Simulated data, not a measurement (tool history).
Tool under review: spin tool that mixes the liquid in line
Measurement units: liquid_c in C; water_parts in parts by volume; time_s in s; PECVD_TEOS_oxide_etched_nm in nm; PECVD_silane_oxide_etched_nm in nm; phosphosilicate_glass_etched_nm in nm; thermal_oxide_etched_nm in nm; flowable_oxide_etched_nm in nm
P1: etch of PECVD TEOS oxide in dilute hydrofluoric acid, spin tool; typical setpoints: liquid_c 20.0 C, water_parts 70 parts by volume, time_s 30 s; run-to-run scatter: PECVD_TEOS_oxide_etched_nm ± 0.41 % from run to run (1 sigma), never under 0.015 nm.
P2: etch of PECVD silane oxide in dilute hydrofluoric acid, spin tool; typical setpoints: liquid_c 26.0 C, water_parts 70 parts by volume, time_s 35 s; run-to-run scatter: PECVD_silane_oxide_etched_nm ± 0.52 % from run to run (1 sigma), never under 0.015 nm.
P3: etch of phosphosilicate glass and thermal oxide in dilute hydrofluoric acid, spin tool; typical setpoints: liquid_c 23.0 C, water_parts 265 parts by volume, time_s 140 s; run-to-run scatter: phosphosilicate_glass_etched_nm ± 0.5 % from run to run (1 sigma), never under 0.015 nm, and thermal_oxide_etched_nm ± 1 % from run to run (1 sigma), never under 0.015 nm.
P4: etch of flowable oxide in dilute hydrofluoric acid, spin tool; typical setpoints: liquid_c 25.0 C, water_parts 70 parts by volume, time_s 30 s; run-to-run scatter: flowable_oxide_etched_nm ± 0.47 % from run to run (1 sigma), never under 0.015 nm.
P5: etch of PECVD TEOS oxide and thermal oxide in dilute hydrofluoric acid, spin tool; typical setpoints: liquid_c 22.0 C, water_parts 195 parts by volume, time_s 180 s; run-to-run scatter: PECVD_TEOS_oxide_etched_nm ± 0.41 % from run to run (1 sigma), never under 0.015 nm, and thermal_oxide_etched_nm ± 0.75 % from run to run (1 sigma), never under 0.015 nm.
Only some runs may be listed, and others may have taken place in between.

run   hour  process  liquid_c  water_parts  time_s  hours since the thermometer was replaced  hours since the hydrofluoric acid flow meter was replaced  PECVD_TEOS_oxide_etched_nm  PECVD_silane_oxide_etched_nm  phosphosilicate_glass_etched_nm  thermal_oxide_etched_nm  flowable_oxide_etched_nm
  1    7.9       P1      20.0           70      30                                    1487.8                                                      664.5                      5.3228
  2   13.6       P1      20.0           70      30                                    1493.5                                                      670.2                      5.3739
  3   18.9       P1      17.0           70      15                                    1498.8                                                      675.5                      2.3525
  4   29.5       P2      26.0           20      35                                    1509.4                                                      686.1                                                   31.4030
  5   39.0       P3      23.0          265     140                                    1518.9                                                      695.6                                                                                     27.802                   2.0620
  6   46.4       P3      23.0          265     275                                    1526.3                                                      703.0                                                                                     54.792                   4.1261
  7   52.1       P3      23.0          265     140                                    1532.0                                                      708.7                                                                                     27.695                   2.0700
  8   61.5       P4      25.0           70      30                                    1541.4                                                      718.1                                                                                                                                        31.210
  9   71.4       P1      20.0           70      30                                    1551.3                                                      728.0                      5.3495
 10   79.9       P1      20.0           70      30                                    1559.8                                                      736.5                      5.3855
 11   86.2       P1      25.0           20      30                                    1566.1                                                      742.8                     24.6510
 12   92.7       P3      29.0          265     140                                    1572.6                                                      749.3                                                                                     34.137                   2.5663
 13  104.2       P2      26.0           70      35                                    1584.1                                                      760.8                                                    8.4232
 14  110.8       P1      20.0           20      30                                    1590.7                                                      767.4                     19.8430
 15  119.8       P5      22.0          195     330                                    1599.7                                                      776.4                     35.8750                                                                                  6.8166
 16  131.0       P1      20.0           70      30                                    1610.9                                                      787.6                      5.3675
 17  143.3       P5      22.0          195     180                                    1623.2                                                      799.9                     19.5480                                                                                  3.6879
 18  155.0       P1      20.0          120      30                                    1634.9                                                      811.6                      3.0015
 19  165.4       P5      22.0          195     180                                    1645.3                                                      822.0                     19.4030                                                                                  3.7179
 20  175.5       P4      25.0           20      30                                    1655.4                                                      832.1                                                                                                                                       116.870
 21  184.3       P1      26.0           70      30                                    1664.2                                                      840.9                      6.7848
 22  191.5       P2      20.5           70      35                                    1671.4                                                      848.1                                                    6.6889
 23  200.5       P1      20.0           70      30                                    1680.4                                                      857.1                      5.3662
 24  209.3       P1      17.0           70      30                                    1689.2                                                      865.9                      4.6672
 25  219.8       P2      26.0           70      15                                    1699.7                                                      876.4                                                    3.5607
 26  231.7       P5      22.0           80     180                                    1711.6                                                      888.3                     53.6000                                                                                 10.2600
 27  242.4       P1      20.0           70      15                                    1722.3                                                      899.0                      2.6648
 28  254.7       P1      20.0           70      30                                    1734.6                                                      911.3                      5.3653
 29  260.2       P1      26.5           45      30                                    1740.1                                                      916.8                     11.2100
 30  271.9       P5      17.0          195     180                                    1751.8                                                      928.5                     16.0870                                                                                  3.0673
 31  283.1       P1      20.0           70      50                                    1763.0                                                      939.7                      8.9524
 32  290.5       P3      23.0           85     140                                    1770.4                                                      947.1                                                                                    105.170                   7.8463
 33  297.4       P4      20.5           70      30                                    1777.3                                                      954.0                                                                                                                                        26.067
 34  308.7       P4      25.0           70      30                                    1788.6                                                      965.3                                                                                                                                        31.290
 35  316.7       P4      25.0           70      55                                    1796.6                                                      973.3                                                                                                                                        57.174
 36  322.8       P1      20.0           70      30                                    1802.7                                                      979.4                      5.3486
 37  333.5       P1      20.0           70      30                                    1813.4                                                      990.1                      5.5426
 38  343.2       P1      20.0           70      30                                    1823.1                                                      999.8                      5.6497
 39  349.5       P1      20.0           70      30                                    1829.4                                                     1006.1                      5.6637
 40  360.8       P1      20.0           70      30                                    1840.7                                                     1017.4                      5.7533
 41  369.1       P1      20.0           70      30                                    1849.0                                                     1025.7                      5.8129
 42  377.6       P1      20.0           70      30                                    1857.5                                                     1034.2                      5.7825
 43  387.9       P1      20.0           70      30                                    1867.8                                                     1044.5                      5.8129
 44  397.4       P1      20.0           70      30                                    1877.3                                                     1054.0                      5.7760
 45  409.6       P1      20.0           70      30                                    1889.5                                                     1066.2                      5.9165
 46  420.7       P1      20.0           70      30                                    1900.6                                                     1077.3                      5.8227

The log shows P1 creeping away from where it was. Any of the 2 causes listed here, at the size stated for it, fits the log just as well as the others:
A: hydrofluoric acid flow above the setpoint (%) = 8.84
B: liquid hotter than its thermometer reads (K) = 2.21
The process output started creeping at around hour 322.8.

Of the 4 check runs below, each run on 2 wafers with the results averaged and each result still a question mark, which one would tell the listed causes apart?
check 1  431.8       P3      27.0          265     140                                                                                                                                                                                               ?                        ?
check 2  431.8       P5      22.0          105     180                                                                                                                                ?                                                                                       ?
check 3  431.8       P4      21.0           70      55                                                                                                                                                                                                                                                  ?
check 4  431.8       P2      22.5           70      15                                                                                                                                                              ?

What each check would give under each cause:
  check                           result     if A     if B
check 1  phosphosilicate_glass_etched_nm   35.655   34.483
check 1          thermal_oxide_etched_nm   2.6667   2.5791
check 2       PECVD_TEOS_oxide_etched_nm  43.9140  43.6180
check 2          thermal_oxide_etched_nm   8.3309   8.2749
check 3         flowable_oxide_etched_nm   53.246   53.211
check 4     PECVD_silane_oxide_etched_nm   3.4169   3.4099
Minimum pairwise separation of causes per check, each pair taken at its best-separating result: check 1 3.34 %; check 2 0.68 %; check 3 0.07 %; check 4 0.2 %
The other checks would show nearly matching results whichever cause is true, so check 1 is the only one that separates the causes.

Here is what check 1 returned: phosphosilicate_glass_etched_nm 34.526 nm; thermal_oxide_etched_nm 2.5498 nm. Which cause is it?

It is B: liquid hotter than its thermometer reads (K).

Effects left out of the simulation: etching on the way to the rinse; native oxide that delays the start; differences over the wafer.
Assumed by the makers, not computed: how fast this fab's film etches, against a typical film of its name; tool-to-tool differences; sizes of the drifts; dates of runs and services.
